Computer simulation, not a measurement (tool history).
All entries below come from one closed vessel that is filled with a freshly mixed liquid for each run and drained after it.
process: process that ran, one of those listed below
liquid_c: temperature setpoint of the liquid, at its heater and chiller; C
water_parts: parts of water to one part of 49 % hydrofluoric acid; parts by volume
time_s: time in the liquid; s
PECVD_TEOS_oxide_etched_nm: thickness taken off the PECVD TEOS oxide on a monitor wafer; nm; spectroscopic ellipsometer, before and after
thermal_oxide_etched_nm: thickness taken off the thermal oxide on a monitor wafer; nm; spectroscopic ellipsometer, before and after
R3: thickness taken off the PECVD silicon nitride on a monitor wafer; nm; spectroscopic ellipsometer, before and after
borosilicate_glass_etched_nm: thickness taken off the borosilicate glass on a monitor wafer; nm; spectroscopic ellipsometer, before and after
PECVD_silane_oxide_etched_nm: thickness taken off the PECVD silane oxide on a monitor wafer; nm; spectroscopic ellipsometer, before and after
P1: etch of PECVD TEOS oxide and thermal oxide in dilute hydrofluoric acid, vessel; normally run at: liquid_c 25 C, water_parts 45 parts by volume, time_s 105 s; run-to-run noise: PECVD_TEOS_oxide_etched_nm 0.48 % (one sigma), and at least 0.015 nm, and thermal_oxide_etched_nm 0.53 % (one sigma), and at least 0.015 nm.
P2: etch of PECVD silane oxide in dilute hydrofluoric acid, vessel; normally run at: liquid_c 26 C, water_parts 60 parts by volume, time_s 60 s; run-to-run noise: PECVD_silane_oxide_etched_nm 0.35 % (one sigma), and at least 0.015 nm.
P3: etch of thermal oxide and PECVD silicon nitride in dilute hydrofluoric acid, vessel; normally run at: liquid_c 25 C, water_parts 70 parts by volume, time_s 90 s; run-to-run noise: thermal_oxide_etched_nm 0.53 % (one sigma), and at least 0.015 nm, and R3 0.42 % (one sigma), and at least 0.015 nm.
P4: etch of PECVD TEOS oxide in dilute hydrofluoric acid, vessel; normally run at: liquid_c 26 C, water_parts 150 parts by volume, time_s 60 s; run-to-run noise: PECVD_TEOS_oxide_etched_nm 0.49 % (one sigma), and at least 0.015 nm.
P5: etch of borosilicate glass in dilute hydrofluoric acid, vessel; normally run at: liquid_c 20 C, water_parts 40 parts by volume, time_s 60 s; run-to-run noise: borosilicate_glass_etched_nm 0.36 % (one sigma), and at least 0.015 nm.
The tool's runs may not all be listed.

run 1 hour=6.8 | process=P1 liquid_c=25 water_parts=45 time_s=105 | PECVD_TEOS_oxide_etched_nm=44.115 thermal_oxide_etched_nm=12.305
run 2 hour=12.9 | process=P1 liquid_c=25 water_parts=45 time_s=30 | PECVD_TEOS_oxide_etched_nm=12.53 thermal_oxide_etched_nm=3.5048
run 3 hour=20.9 | process=P3 liquid_c=30.5 water_parts=70 time_s=90 | thermal_oxide_etched_nm=7.7159 R3=10.417
run 4 hour=27.3 | process=P4 liquid_c=33 water_parts=150 time_s=60 | PECVD_TEOS_oxide_etched_nm=10.547
run 5 hour=36.1 | process=P3 liquid_c=25 water_parts=70 time_s=155 | thermal_oxide_etched_nm=10.806 R3=12.458
run 6 hour=40 | process=P1 liquid_c=25 water_parts=45 time_s=105 | PECVD_TEOS_oxide_etched_nm=44.043 thermal_oxide_etched_nm=12.335
run 7 hour=47.3 | process=P1 liquid_c=30.5 water_parts=45 time_s=105 | PECVD_TEOS_oxide_etched_nm=54.755 thermal_oxide_etched_nm=15.428
run 8 hour=55.1 | process=P1 liquid_c=25 water_parts=30 time_s=105 | PECVD_TEOS_oxide_etched_nm=66.79 thermal_oxide_etched_nm=18.738
run 9 hour=60.5 | process=P4 liquid_c=26 water_parts=150 time_s=120 | PECVD_TEOS_oxide_etched_nm=16.154
run 10 hour=68 | process=P5 liquid_c=20 water_parts=40 time_s=60 | borosilicate_glass_etched_nm=35.908
run 11 hour=71.9 | process=P1 liquid_c=25 water_parts=70 time_s=105 | PECVD_TEOS_oxide_etched_nm=27.22 thermal_oxide_etched_nm=7.5974
run 12 hour=77.4 | process=P4 liquid_c=26 water_parts=70 time_s=60 | PECVD_TEOS_oxide_etched_nm=19.319
run 13 hour=81.7 | process=P1 liquid_c=19 water_parts=45 time_s=30 | PECVD_TEOS_oxide_etched_nm=9.7331 thermal_oxide_etched_nm=2.7201
run 14 hour=90.3 | process=P2 liquid_c=26 water_parts=60 time_s=60 | PECVD_silane_oxide_etched_nm=46.352
run 15 hour=94.8 | process=P5 liquid_c=26 water_parts=40 time_s=60 | borosilicate_glass_etched_nm=45.825
run 16 hour=102.4 | process=P4 liquid_c=26 water_parts=150 time_s=60 | PECVD_TEOS_oxide_etched_nm=8.0951
run 17 hour=111.1 | process=P1 liquid_c=18 water_parts=45 time_s=105 | PECVD_TEOS_oxide_etched_nm=32.706 thermal_oxide_etched_nm=9.0772
run 18 hour=116.3 | process=P3 liquid_c=25 water_parts=70 time_s=90 | thermal_oxide_etched_nm=6.2775 R3=7.2944
run 19 hour=122.9 | process=P1 liquid_c=25 water_parts=45 time_s=105 | PECVD_TEOS_oxide_etched_nm=43.968 thermal_oxide_etched_nm=12.181
run 20 hour=127.7 | process=P2 liquid_c=26 water_parts=105 time_s=60 | PECVD_silane_oxide_etched_nm=24.907
run 21 hour=133.5 | process=P2 liquid_c=30.5 water_parts=60 time_s=60 | PECVD_silane_oxide_etched_nm=55.067
run 22 hour=140.5 | process=P1 liquid_c=25 water_parts=45 time_s=105 | PECVD_TEOS_oxide_etched_nm=43.866 thermal_oxide_etched_nm=12.42
run 23 hour=144.5 | process=P1 liquid_c=25 water_parts=30 time_s=155 | PECVD_TEOS_oxide_etched_nm=98.732 thermal_oxide_etched_nm=27.614
run 24 hour=149.1 | process=P3 liquid_c=25 water_parts=70 time_s=90 | thermal_oxide_etched_nm=6.2461 R3=7.3174
run 25 hour=156.9 | process=P5 liquid_c=20 water_parts=70 time_s=60 | borosilicate_glass_etched_nm=19.702
run 26 hour=164.3 | process=P3 liquid_c=25 water_parts=125 time_s=90 | thermal_oxide_etched_nm=3.3059 R3=4.0842
run 27 hour=172.8 | process=P1 liquid_c=31 water_parts=45 time_s=180 | PECVD_TEOS_oxide_etched_nm=95.24 thermal_oxide_etched_nm=26.834
run 28 hour=176.7 | process=P1 liquid_c=25 water_parts=45 time_s=105 | PECVD_TEOS_oxide_etched_nm=43.417 thermal_oxide_etched_nm=12.147
run 29 hour=182.1 | process=P1 liquid_c=25 water_parts=45 time_s=200 | PECVD_TEOS_oxide_etched_nm=83.551 thermal_oxide_etched_nm=23.44
run 30 hour=186.7 | process=P5 liquid_c=20 water_parts=40 time_s=120 | borosilicate_glass_etched_nm=71.66
run 31 hour=194.2 | process=P2 liquid_c=26 water_parts=60 time_s=60 | PECVD_silane_oxide_etched_nm=46.19
run 32 hour=201.3 | process=P2 liquid_c=26 water_parts=60 time_s=30 | PECVD_silane_oxide_etched_nm=23.07
run 33 hour=205.9 | process=P1 liquid_c=25 water_parts=45 time_s=105 | PECVD_TEOS_oxide_etched_nm=43.751 thermal_oxide_etched_nm=12.283
run 34 hour=210.7 | process=P1 liquid_c=25 water_parts=45 time_s=105 | PECVD_TEOS_oxide_etched_nm=42.714 thermal_oxide_etched_nm=12
run 35 hour=217.8 | process=P1 liquid_c=25 water_parts=45 time_s=105 | PECVD_TEOS_oxide_etched_nm=41.569 thermal_oxide_etched_nm=11.654
run 36 hour=222.9 | process=P1 liquid_c=25 water_parts=45 time_s=105 | PECVD_TEOS_oxide_etched_nm=41.063 thermal_oxide_etched_nm=11.543
run 37 hour=227.1 | process=P1 liquid_c=25 water_parts=45 time_s=105 | PECVD_TEOS_oxide_etched_nm=40.639 thermal_oxide_etched_nm=11.371
run 38 hour=234.6 | process=P1 liquid_c=25 water_parts=45 time_s=105 | PECVD_TEOS_oxide_etched_nm=40.156 thermal_oxide_etched_nm=11.239
run 39 hour=242.4 | process=P1 liquid_c=25 water_parts=45 time_s=105 | PECVD_TEOS_oxide_etched_nm=40.212 thermal_oxide_etched_nm=11.188
run 40 hour=251.2 | process=P1 liquid_c=25 water_parts=45 time_s=105 | PECVD_TEOS_oxide_etched_nm=40.078 thermal_oxide_etched_nm=11.214
run 41 hour=260 | process=P1 liquid_c=25 water_parts=45 time_s=105 | PECVD_TEOS_oxide_etched_nm=39.941 thermal_oxide_etched_nm=11.238
run 42 hour=264.4 | process=P1 liquid_c=25 water_parts=45 time_s=105 | PECVD_TEOS_oxide_etched_nm=39.901 thermal_oxide_etched_nm=11.119

What P1 gives has crept off from where it sat before. The 2 causes that follow fit the log equally well, each at the size noted:
A: hydrofluoric acid flow below the setpoint (%) = 8.56
B: liquid colder than its thermometer reads (K) = 2.31
At approximately hour 205.9, the process output began to creep.

Of the 4 check runs listed below, each run on one wafer and each result written as a question mark, which would let you distinguish the listed causes because they would give clearly different results?
run check 1 hour=268.8 | process=P4 liquid_c=26 water_parts=75 time_s=60 | PECVD_TEOS_oxide_etched_nm=?
run check 2 hour=268.8 | process=P3 liquid_c=29.5 water_parts=70 time_s=90 | thermal_oxide_etched_nm=? R3=?
run check 3 hour=268.8 | process=P2 liquid_c=26 water_parts=90 time_s=30 | PECVD_silane_oxide_etched_nm=?
run check 4 hour=268.8 | process=P5 liquid_c=20 water_parts=60 time_s=110 | borosilicate_glass_etched_nm=?

What every check run would give for each of its results, assuming each possible cause in turn:
check=check_1 result=PECVD_TEOS_oxide_etched_nm if_A=16.19 if_B=16.292
check=check_2 result=thermal_oxide_etched_nm if_A=6.7928 if_B=6.8529
check=check_2 result=R3 if_A=8.9175 if_B=8.3983
check=check_3 result=PECVD_silane_oxide_etched_nm if_A=13.415 if_B=13.536
check=check_4 result=borosilicate_glass_etched_nm if_A=38.885 if_B=38.8
Minimum pairwise separation of causes per check, each pair taken at its best-separating result: check 1 0.63 %; check 2 6 %; check 3 0.9 %; check 4 0.22 %
Only in check 2 would the causes give clearly different results; in the remaining checks their results would be nearly the same.

Then check 2 was run and gave: thermal_oxide_etched_nm 6.8557 nm; R3 8.4012 nm. Which cause is it?

The cause is B: liquid colder than its thermometer reads (K).
